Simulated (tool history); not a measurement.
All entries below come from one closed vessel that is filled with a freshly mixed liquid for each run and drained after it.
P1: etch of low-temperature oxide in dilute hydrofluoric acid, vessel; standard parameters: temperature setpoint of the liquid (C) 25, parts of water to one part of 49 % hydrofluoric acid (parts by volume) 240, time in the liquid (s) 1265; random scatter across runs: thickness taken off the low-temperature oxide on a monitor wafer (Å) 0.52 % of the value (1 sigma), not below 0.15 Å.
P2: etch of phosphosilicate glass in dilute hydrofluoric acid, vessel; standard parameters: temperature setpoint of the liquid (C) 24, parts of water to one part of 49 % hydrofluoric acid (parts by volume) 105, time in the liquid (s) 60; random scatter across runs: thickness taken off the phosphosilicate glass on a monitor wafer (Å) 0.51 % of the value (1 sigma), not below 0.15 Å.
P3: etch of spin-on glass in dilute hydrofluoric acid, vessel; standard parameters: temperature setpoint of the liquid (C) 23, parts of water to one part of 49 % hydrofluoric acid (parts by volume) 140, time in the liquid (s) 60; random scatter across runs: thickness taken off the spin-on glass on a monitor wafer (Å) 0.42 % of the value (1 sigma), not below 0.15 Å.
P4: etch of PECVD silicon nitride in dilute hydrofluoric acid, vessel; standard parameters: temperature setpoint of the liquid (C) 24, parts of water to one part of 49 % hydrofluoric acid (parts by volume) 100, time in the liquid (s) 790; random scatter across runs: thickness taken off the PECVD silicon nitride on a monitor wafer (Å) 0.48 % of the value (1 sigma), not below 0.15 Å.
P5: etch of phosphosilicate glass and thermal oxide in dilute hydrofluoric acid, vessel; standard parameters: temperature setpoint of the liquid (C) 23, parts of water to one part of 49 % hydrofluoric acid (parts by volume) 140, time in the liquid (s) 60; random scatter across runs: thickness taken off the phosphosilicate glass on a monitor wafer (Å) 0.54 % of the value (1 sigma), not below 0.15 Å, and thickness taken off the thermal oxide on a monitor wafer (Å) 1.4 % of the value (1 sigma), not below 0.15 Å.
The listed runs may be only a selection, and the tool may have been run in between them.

| run | day | process that ran | temperature setpoint of the liquid (C) | parts of water to one part of 49 % hydrofluoric acid (parts by volume) | time in the liquid (s) | thickness taken off the low-temperature oxide on a monitor wafer (Å) | thickness taken off the phosphosilicate glass on a monitor wafer (Å) | thickness taken off the thermal oxide on a monitor wafer (Å) | thickness taken off the spin-on glass on a monitor wafer (Å) | thickness taken off the PECVD silicon nitride on a monitor wafer (Å) |
|---|---|---|---|---|---|---|---|---|---|---|
| 1 | 0.729 | P1 | 25 | 240 | 1265 | 531.54 |  |  |  |  |
| 2 | 1.2 | P1 | 25 | 240 | 375 | 158.14 |  |  |  |  |
| 3 | 1.854 | P5 | 29 | 140 | 60 |  | 305.06 | 22.478 |  |  |
| 4 | 2.638 | P1 | 25 | 240 | 1265 | 537.09 |  |  |  |  |
| 5 | 3.083 | P3 | 17 | 140 | 60 |  |  |  | 143.8 |  |
| 6 | 3.779 | P1 | 25 | 240 | 2410 | 1006.3 |  |  |  |  |
| 7 | 4.212 | P2 | 24 | 105 | 115 |  | 1310.5 |  |  |  |
| 8 | 4.829 | P1 | 25 | 240 | 1265 | 531.82 |  |  |  |  |
| 9 | 5.179 | P3 | 23 | 230 | 60 |  |  |  | 101.88 |  |
| 10 | 5.954 | P5 | 23 | 140 | 60 |  | 245.55 | 18.047 |  |  |
| 11 | 6.571 | P1 | 18 | 80 | 1265 | 1445.7 |  |  |  |  |
| 12 | 7.108 | P5 | 23 | 140 | 30 |  | 122.09 | 9.4268 |  |  |
| 13 | 7.796 | P3 | 23 | 140 | 120 |  |  |  | 368.66 |  |
| 14 | 8.429 | P2 | 32.5 | 105 | 60 |  | 963.38 |  |  |  |
| 15 | 9.088 | P5 | 23 | 140 | 60 |  | 244.09 | 18.086 |  |  |
| 16 | 9.508 | P2 | 24 | 105 | 60 |  | 689.39 |  |  |  |
| 17 | 9.875 | P1 | 25 | 410 | 1265 | 264.29 |  |  |  |  |
| 18 | 10.388 | P4 | 32 | 100 | 790 |  |  |  |  | 742.43 |
| 19 | 11.125 | P3 | 23 | 140 | 60 |  |  |  | 183.5 |  |
| 20 | 11.646 | P2 | 24 | 105 | 60 |  | 691.56 |  |  |  |
| 21 | 12.112 | P4 | 24 | 100 | 1560 |  |  |  |  | 878.91 |
| 22 | 12.612 | P1 | 25 | 240 | 1265 | 537.76 |  |  |  |  |
| 23 | 13.388 | P1 | 31.5 | 240 | 1265 | 665.22 |  |  |  |  |
| 24 | 13.996 | P1 | 25 | 240 | 1265 | 529.3 |  |  |  |  |
| 25 | 14.808 | P1 | 25 | 240 | 1265 | 534.76 |  |  |  |  |
| 26 | 15.325 | P5 | 23 | 230 | 60 |  | 134.87 | 10.243 |  |  |
| 27 | 16.121 | P1 | 20 | 240 | 1265 | 445.64 |  |  |  |  |
| 28 | 16.504 | P1 | 25 | 70 | 1265 | 2210 |  |  |  |  |
| 29 | 17.062 | P2 | 24 | 175 | 60 |  | 380.62 |  |  |  |
| 30 | 17.842 | P4 | 24 | 185 | 790 |  |  |  |  | 243.11 |
| 31 | 18.542 | P4 | 24 | 100 | 790 |  |  |  |  | 448.27 |
| 32 | 19.133 | P1 | 25 | 240 | 1265 | 534.41 |  |  |  |  |
| 33 | 19.675 | P1 | 25 | 240 | 1265 | 550.35 |  |  |  |  |
| 34 | 20.067 | P1 | 25 | 240 | 1265 | 557.68 |  |  |  |  |
| 35 | 20.583 | P1 | 25 | 240 | 1265 | 561.62 |  |  |  |  |
| 36 | 21.3 | P1 | 25 | 240 | 1265 | 570.91 |  |  |  |  |
| 37 | 22.025 | P1 | 25 | 240 | 1265 | 565.21 |  |  |  |  |
| 38 | 22.708 | P1 | 25 | 240 | 1265 | 572.11 |  |  |  |  |
| 39 | 23.154 | P1 | 25 | 240 | 1265 | 569.25 |  |  |  |  |

What P1 gives has crept off from where it sat before. The 2 causes that follow fit the log equally well, each at the size noted:
A: liquid hotter than its thermometer reads (K) = 1.91
B: hydrofluoric acid flow above the setpoint (%) = 5.52
Onset of the creep was near day 19.133.

Below are 4 check runs, each on a single wafer, with their results shown as question marks. Which of them would tell the listed causes apart, meaning the causes would give clearly different results under it?
| check 1 | 23.6 | P4 | 28.5 | 100 | 1500 |  |  |  |  | ? |
| check 2 | 23.6 | P2 | 24 | 145 | 60 |  | ? |  |  |  |
| check 3 | 23.6 | P5 | 28 | 140 | 30 |  | ? | ? |  |  |
| check 4 | 23.6 | P3 | 23 | 195 | 100 |  |  |  | ? |  |

What each check would give under each cause:
| check | result | if A | if B |
|---|---|---|---|
| check 1 | thickness taken off the PECVD silicon nitride on a monitor wafer (Å) | 1278.4 | 1196 |
| check 2 | thickness taken off the phosphosilicate glass on a monitor wafer (Å) | 513.75 | 508.62 |
| check 3 | thickness taken off the phosphosilicate glass on a monitor wafer (Å) | 158.96 | 157.87 |
| check 3 | thickness taken off the thermal oxide on a monitor wafer (Å) | 11.943 | 11.86 |
| check 4 | thickness taken off the spin-on glass on a monitor wafer (Å) | 222.07 | 220.68 |
Minimum pairwise separation of causes per check, each pair taken at its best-separating result: check 1 6.66 %; check 2 1 %; check 3 0.69 %; check 4 0.63 %
Check 1 is the one run that separates the causes; every other check would come out nearly the same whichever cause is at work.

The results of check 1 are: thickness taken off the PECVD silicon nitride on a monitor wafer (Å) 1200.5. Based on these, which of the listed causes is it?

Of the candidate causes, it is B: hydrofluoric acid flow above the setpoint (%).
